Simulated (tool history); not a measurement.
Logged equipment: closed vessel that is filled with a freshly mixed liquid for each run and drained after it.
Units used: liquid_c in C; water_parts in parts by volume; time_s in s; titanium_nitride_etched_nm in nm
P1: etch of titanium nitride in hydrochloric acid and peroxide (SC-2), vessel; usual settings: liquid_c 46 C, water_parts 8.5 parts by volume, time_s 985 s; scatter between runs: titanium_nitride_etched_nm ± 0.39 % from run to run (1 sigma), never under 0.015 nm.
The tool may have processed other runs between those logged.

| run | hour | liquid_c | water_parts | time_s | titanium_nitride_etched_nm |
|---|---|---|---|---|---|
| 1 | 5.3 | 46 | 8.5 | 985 | 14.161 |
| 2 | 13 | 46 | 8.5 | 105 | 1.5053 |
| 3 | 19.1 | 46 | 8.5 | 985 | 14.124 |
| 4 | 27.7 | 46 | 8.5 | 985 | 14.158 |
| 5 | 38.3 | 56 | 8.5 | 985 | 27.086 |
| 6 | 44.1 | 38 | 8.5 | 985 | 7.9954 |
| 7 | 50.4 | 46 | 8.5 | 1965 | 28.027 |
| 8 | 57.1 | 46 | 15 | 985 | 8.7265 |
| 9 | 66.5 | 46 | 4 | 985 | 24.582 |
|  | 68.6 | thermometer replaced |
| 10 | 75.6 | 52.5 | 8.5 | 1825 | 40.267 |
| 11 | 80.8 | 46 | 8.5 | 985 | 14.099 |
| 12 | 86.1 | 46 | 8.5 | 985 | 14.101 |
| 13 | 95.7 | 46 | 8.5 | 985 | 14.074 |
| 14 | 105.8 | 46 | 8.5 | 985 | 14.047 |
| 15 | 112.2 | 46 | 8.5 | 985 | 13.976 |
| 16 | 121.8 | 46 | 8.5 | 985 | 13.622 |
| 17 | 128.1 | 46 | 8.5 | 985 | 13.372 |
| 18 | 135.6 | 46 | 8.5 | 985 | 13.231 |
| 19 | 143.1 | 46 | 8.5 | 985 | 13.055 |
| 20 | 152.6 | 46 | 8.5 | 985 | 12.89 |
| 21 | 163.3 | 46 | 8.5 | 985 | 12.806 |
| 22 | 170.8 | 46 | 8.5 | 985 | 12.719 |
|  | 170.9 | new drum of peroxide connected |
| 23 | 177.8 | 46 | 8.5 | 985 | 12.719 |
| 24 | 185.4 | 46 | 8.5 | 985 | 12.768 |
| 25 | 194.5 | 46 | 8.5 | 985 | 12.704 |
| 26 | 200.8 | 46 | 8.5 | 985 | 12.747 |

What P1 gives has crept off from where it sat before. The 2 causes that follow fit the log equally well, each at the size noted:
A: chemicals flow below the setpoint (%) = 11.6
B: liquid colder than its thermometer reads (K) = 1.48
Onset of the creep was near hour 112.2.
All other causes, with the reason each is excluded:
peroxide weaker than its label (%): its service at hour 170.9 followed the start of the drift and did not put the process back to its old value

Below are 4 check runs, each averaged over 2 wafers, with their results shown as question marks. Which of them would give clearly different results depending on which cause is behind the drift?
| check 1 | 207.1 | 46 | 8.5 | 1810 | ? |
| check 2 | 207.1 | 40 | 4 | 985 | ? |
| check 3 | 207.1 | 46 | 11 | 175 | ? |
| check 4 | 207.1 | 46 | 11.5 | 1855 | ? |

How each check would come out, cause by cause:
| check | result | if A | if B |
|---|---|---|---|
| check 1 | titanium_nitride_etched_nm | 23.372 | 23.355 |
| check 2 | titanium_nitride_etched_nm | 14.905 | 14.586 |
| check 3 | titanium_nitride_etched_nm | 1.8172 | 1.8238 |
| check 4 | titanium_nitride_etched_nm | 18.536 | 18.616 |
Separation of the two closest causes in each check, using whichever result separates them best: check 1 0.07 %; check 2 2.17 %; check 3 0.36 %; check 4 0.43 %
Check 2 tells the causes apart: in the others they would give nearly the same result.

Then check 2 was run and gave: titanium_nitride_etched_nm 14.995 nm. Which cause is it?

Of the candidate causes, it is A: chemicals flow below the setpoint (%).
